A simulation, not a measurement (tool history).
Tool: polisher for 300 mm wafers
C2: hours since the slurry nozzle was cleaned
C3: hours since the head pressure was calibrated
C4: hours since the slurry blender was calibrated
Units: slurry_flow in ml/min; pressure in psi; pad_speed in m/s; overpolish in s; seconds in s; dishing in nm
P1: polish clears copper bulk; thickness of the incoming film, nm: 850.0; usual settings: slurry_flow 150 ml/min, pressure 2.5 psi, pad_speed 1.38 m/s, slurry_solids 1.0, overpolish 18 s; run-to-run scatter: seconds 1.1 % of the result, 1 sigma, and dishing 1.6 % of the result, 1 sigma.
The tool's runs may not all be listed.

Run 1, day 0.533: slurry_flow 150 ml/min, pressure 2.5 psi, pad_speed 1.38 m/s, slurry_solids 1.0, overpolish 18 s; wafers polished on this pad 576; C2 509.1; C3 180.0; C4 265.0. Result: seconds 83.864 s, dishing 50.801 nm.
Run 2, day 0.950: slurry_flow 150 ml/min, pressure 2.5 psi, pad_speed 0.86 m/s, slurry_solids 1.2, overpolish 18 s; wafers polished on this pad 644; C2 519.1; C3 190.0; C4 275.0. Result: seconds 129.590 s, dishing 44.684 nm.
Run 3, day 1.296: slurry_flow 90 ml/min, pressure 2.5 psi, pad_speed 1.38 m/s, slurry_solids 1.0, overpolish 18 s; wafers polished on this pad 701; C2 527.4; C3 198.3; C4 283.3. Result: seconds 95.146 s, dishing 49.618 nm.
Run 4, day 1.812: slurry_flow 150 ml/min, pressure 2.5 psi, pad_speed 1.38 m/s, slurry_solids 1.0, overpolish 5 s; wafers polished on this pad 785; C2 539.8; C3 210.7; C4 295.7. Result: seconds 84.060 s, dishing 29.131 nm.
Run 5, day 2.292: slurry_flow 150 ml/min, pressure 2.5 psi, pad_speed 1.38 m/s, slurry_solids 1.0, overpolish 18 s; wafers polished on this pad 864; C2 551.3; C3 222.2; C4 307.2. Result: seconds 82.426 s, dishing 48.809 nm.
Run 6, day 2.621: slurry_flow 150 ml/min, pressure 2.5 psi, pad_speed 1.38 m/s, slurry_solids 0.6, overpolish 18 s; wafers polished on this pad 917; C2 559.2; C3 230.1; C4 315.1. Result: seconds 92.896 s, dishing 48.849 nm.
Run 7, day 3.050: slurry_flow 150 ml/min, pressure 2.5 psi, pad_speed 0.86 m/s, slurry_solids 1.0, overpolish 18 s; wafers polished on this pad 988; C2 569.5; C3 240.4; C4 325.4. Result: seconds 135.080 s, dishing 44.849 nm.
Run 8, day 3.462: slurry_flow 150 ml/min, pressure 2.5 psi, pad_speed 1.38 m/s, slurry_solids 1.0, overpolish 32 s; wafers polished on this pad 1055; C2 579.4; C3 250.3; C4 335.3. Result: seconds 83.495 s, dishing 51.775 nm.
Run 9, day 3.750: slurry_flow 150 ml/min, pressure 2.5 psi, pad_speed 2.12 m/s, slurry_solids 1.0, overpolish 18 s; wafers polished on this pad 1102; C2 586.3; C3 257.2; C4 342.2. Result: seconds 54.261 s, dishing 54.689 nm.
Run 10, day 4.196: slurry_flow 150 ml/min, pressure 2.5 psi, pad_speed 1.38 m/s, slurry_solids 1.0, overpolish 18 s; wafers polished on this pad 1175; C2 597.0; C3 267.9; C4 352.9. Result: seconds 83.128 s, dishing 49.225 nm.
At day 4.467: slurry nozzle cleaned.
Run 11, day 4.483: slurry_flow 150 ml/min, pressure 2.5 psi, pad_speed 1.38 m/s, slurry_solids 1.5, overpolish 18 s; wafers polished on this pad 1222; C2 0.5; C3 274.8; C4 359.8. Result: seconds 78.036 s, dishing 51.502 nm.
Run 12, day 4.762: slurry_flow 150 ml/min, pressure 1.8 psi, pad_speed 1.38 m/s, slurry_solids 1.0, overpolish 18 s; wafers polished on this pad 1268; C2 7.2; C3 281.5; C4 366.5. Result: seconds 114.610 s, dishing 46.025 nm.
Run 13, day 5.129: slurry_flow 225 ml/min, pressure 2.5 psi, pad_speed 1.38 m/s, slurry_solids 1.0, overpolish 18 s; wafers polished on this pad 1328; C2 16.0; C3 290.3; C4 375.3. Result: seconds 79.593 s, dishing 51.086 nm.
Run 14, day 5.688: slurry_flow 150 ml/min, pressure 3.6 psi, pad_speed 1.38 m/s, slurry_solids 1.0, overpolish 18 s; wafers polished on this pad 1419; C2 29.4; C3 303.7; C4 388.7. Result: seconds 58.985 s, dishing 54.424 nm.
Run 15, day 5.971: slurry_flow 150 ml/min, pressure 1.7 psi, pad_speed 1.38 m/s, slurry_solids 0.7, overpolish 18 s; wafers polished on this pad 1466; C2 36.2; C3 310.5; C4 395.5. Result: seconds 131.050 s, dishing 41.611 nm.

The next listed run, before its measurement:
Run 16, day 6.425: slurry_flow 150 ml/min, pressure 2.5 psi, pad_speed 1.38 m/s, slurry_solids 1.0, overpolish 18 s; wafers polished on this pad 1540; C2 47.1; C3 321.4; C4 406.4. Result: seconds ?, dishing ?.

seconds: 82.515 s
dishing: 50.101 nm

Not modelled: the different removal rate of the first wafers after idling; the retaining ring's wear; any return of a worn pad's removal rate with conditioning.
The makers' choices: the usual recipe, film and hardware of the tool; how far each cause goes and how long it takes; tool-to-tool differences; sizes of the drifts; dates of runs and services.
